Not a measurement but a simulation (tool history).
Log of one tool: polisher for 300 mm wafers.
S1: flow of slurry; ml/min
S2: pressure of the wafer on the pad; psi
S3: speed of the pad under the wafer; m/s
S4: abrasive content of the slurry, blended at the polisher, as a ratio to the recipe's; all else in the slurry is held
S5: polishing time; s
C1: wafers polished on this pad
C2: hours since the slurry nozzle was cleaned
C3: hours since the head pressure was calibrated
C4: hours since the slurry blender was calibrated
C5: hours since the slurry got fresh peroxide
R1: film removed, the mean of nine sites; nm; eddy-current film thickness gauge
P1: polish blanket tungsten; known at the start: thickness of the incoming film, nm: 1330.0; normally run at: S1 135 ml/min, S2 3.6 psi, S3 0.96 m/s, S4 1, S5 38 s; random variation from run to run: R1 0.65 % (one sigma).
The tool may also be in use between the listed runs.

| run | day | S1 | S2 | S3 | S4 | S5 | C1 | C2 | C3 | C4 | C5 | R1 |
|---|---|---|---|---|---|---|---|---|---|---|---|---|
| 1 | 0.417 | 135 | 3.6 | 0.96 | 1 | 38 | 595 | 244.9 | 380.7 | 37.5 | 44.4 | 162.88 |
| 2 | 0.754 | 135 | 3.6 | 0.74 | 0.75 | 38 | 700 | 253 | 388.8 | 45.6 | 52.5 | 116.96 |
| 3 | 1.062 | 180 | 3.6 | 0.96 | 1 | 38 | 797 | 260.4 | 396.2 | 53 | 59.9 | 171.63 |
| 4 | 1.479 | 135 | 3.6 | 1.46 | 1 | 38 | 927 | 270.4 | 406.2 | 63 | 69.9 | 246.93 |
| 5 | 1.896 | 135 | 3.6 | 0.46 | 1 | 38 | 1057 | 280.4 | 416.2 | 73 | 79.9 | 77.778 |
| 6 | 2.496 | 135 | 3.6 | 0.96 | 1.4 | 38 | 1245 | 294.8 | 430.6 | 87.4 | 94.3 | 174.09 |
| 7 | 3.075 | 135 | 2.2 | 0.96 | 1 | 38 | 1426 | 308.7 | 444.5 | 101.3 | 108.2 | 99.474 |
| 8 | 3.517 | 135 | 5.5 | 0.96 | 1 | 38 | 1564 | 319.3 | 455.1 | 111.9 | 118.8 | 247.71 |
| 9 | 3.917 | 85 | 3.6 | 0.96 | 1 | 38 | 1689 | 328.9 | 464.7 | 121.5 | 128.4 | 145.64 |
| 10 | 4.267 | 135 | 3.6 | 0.96 | 1 | 38 | 1799 | 337.3 | 473.1 | 129.9 | 136.8 | 162.93 |
| 11 | 4.617 | 135 | 3.6 | 0.96 | 0.65 | 38 | 1908 | 345.7 | 481.5 | 138.3 | 145.2 | 148.08 |
| 12 | 4.962 | 135 | 3.6 | 0.96 | 1.45 | 53 | 2016 | 354 | 489.8 | 146.6 | 153.5 | 246.1 |
| 13 | 5.275 | 135 | 5.1 | 0.96 | 1.45 | 38 | 2114 | 361.5 | 497.3 | 154.1 | 161 | 249.82 |
| 14 | 5.833 | 135 | 3.6 | 0.96 | 1 | 38 | 2288 | 374.9 | 510.7 | 167.5 | 174.4 | 161.2 |
| 15 | 6.121 | 135 | 3.6 | 0.96 | 1 | 18 | 2378 | 381.8 | 517.6 | 174.4 | 181.3 | 76.776 |
| 16 | 6.417 | 135 | 3.6 | 0.96 | 1 | 52 | 2471 | 388.9 | 524.7 | 181.5 | 188.4 | 222.53 |
| 17 | 6.754 | 135 | 3.6 | 0.96 | 1 | 38 | 2576 | 397 | 532.8 | 189.6 | 196.5 | 163.03 |
| 18 | 7.292 | 135 | 3.6 | 0.96 | 1 | 38 | 2744 | 409.9 | 545.7 | 202.5 | 209.4 | 162.05 |
| 19 | 7.871 | 135 | 3.6 | 0.96 | 1 | 38 | 2926 | 423.8 | 559.6 | 216.4 | 223.3 | 157.28 |
| 20 | 8.275 | 135 | 3.6 | 0.96 | 1 | 38 | 3052 | 433.5 | 569.3 | 226.1 | 233 | 154.58 |
| 21 | 8.817 | 135 | 3.6 | 0.96 | 1 | 38 | 3221 | 446.5 | 582.3 | 239.1 | 246 | 151.48 |
|  | 8.875 | slurry tank refilled with fresh slurry and peroxide |
|  | 9.392 | slurry blender recalibrated |
| 22 | 9.396 | 135 | 3.6 | 0.96 | 1 | 38 | 3402 | 460.4 | 596.2 | 0.1 | 12.5 | 148.01 |
| 23 | 9.892 | 135 | 3.6 | 0.96 | 1 | 38 | 3557 | 472.3 | 608.1 | 12 | 24.4 | 145.84 |
|  | 10.233 | worn pad replaced by a new one |
| 24 | 10.292 | 135 | 3.6 | 0.96 | 1 | 38 | 19 | 481.9 | 617.7 | 21.6 | 34 | 147.48 |
| 25 | 10.704 | 135 | 3.6 | 0.96 | 1 | 38 | 147 | 491.8 | 627.6 | 31.5 | 43.9 | 146.41 |
| 26 | 11.246 | 135 | 3.6 | 0.96 | 1 | 38 | 317 | 504.8 | 640.6 | 44.5 | 56.9 | 143.64 |

What P1 gives has crept away from where it was. These 2 causes fit the log equally well, each at the size given:
A: head's pressure below its setpoint, % = 10.8
B: slurry flow missing at the pad, % = 38.4
The creep began at about day 7.292.
Why every other cause is out:
removal rate lost through wear of the pad, %: serviced at day 10.233, which brought nothing back
abrasive missing from the slurry, %: serviced at day 9.392, which brought nothing back
peroxide lost from the slurry, %: serviced at day 8.875, which brought nothing back

4 check runs are offered, each on 2 wafers whose results are averaged, their results left as question marks. Which one tells the causes apart?
| check 1 | 11.788 | 135 | 3.6 | 1.22 | 1 | 38 |  |  |  |  |  | ? |
| check 2 | 11.788 | 135 | 3.6 | 0.96 | 0.75 | 38 |  |  |  |  |  | ? |
| check 3 | 11.788 | 95 | 3.6 | 0.96 | 1 | 38 |  |  |  |  |  | ? |
| check 4 | 11.788 | 135 | 3.6 | 0.96 | 1.25 | 38 |  |  |  |  |  | ? |

What each check would give under each cause:
| check | result | if A | if B |
|---|---|---|---|
| check 1 | R1 | 184.36 | 184.28 |
| check 2 | R1 | 135.66 | 135.6 |
| check 3 | R1 | 134.17 | 128.76 |
| check 4 | R1 | 153.02 | 152.95 |
How far apart the two closest causes lie, in the result that separates them most: check 1 0.04 %; check 2 0.04 %; check 3 4.11 %; check 4 0.04 %
Check 3 tells the causes apart: in the others they would give nearly the same result.

Then check 3 was run and gave: R1 128.72 nm. Which cause is it?

It is B: slurry flow missing at the pad, %.
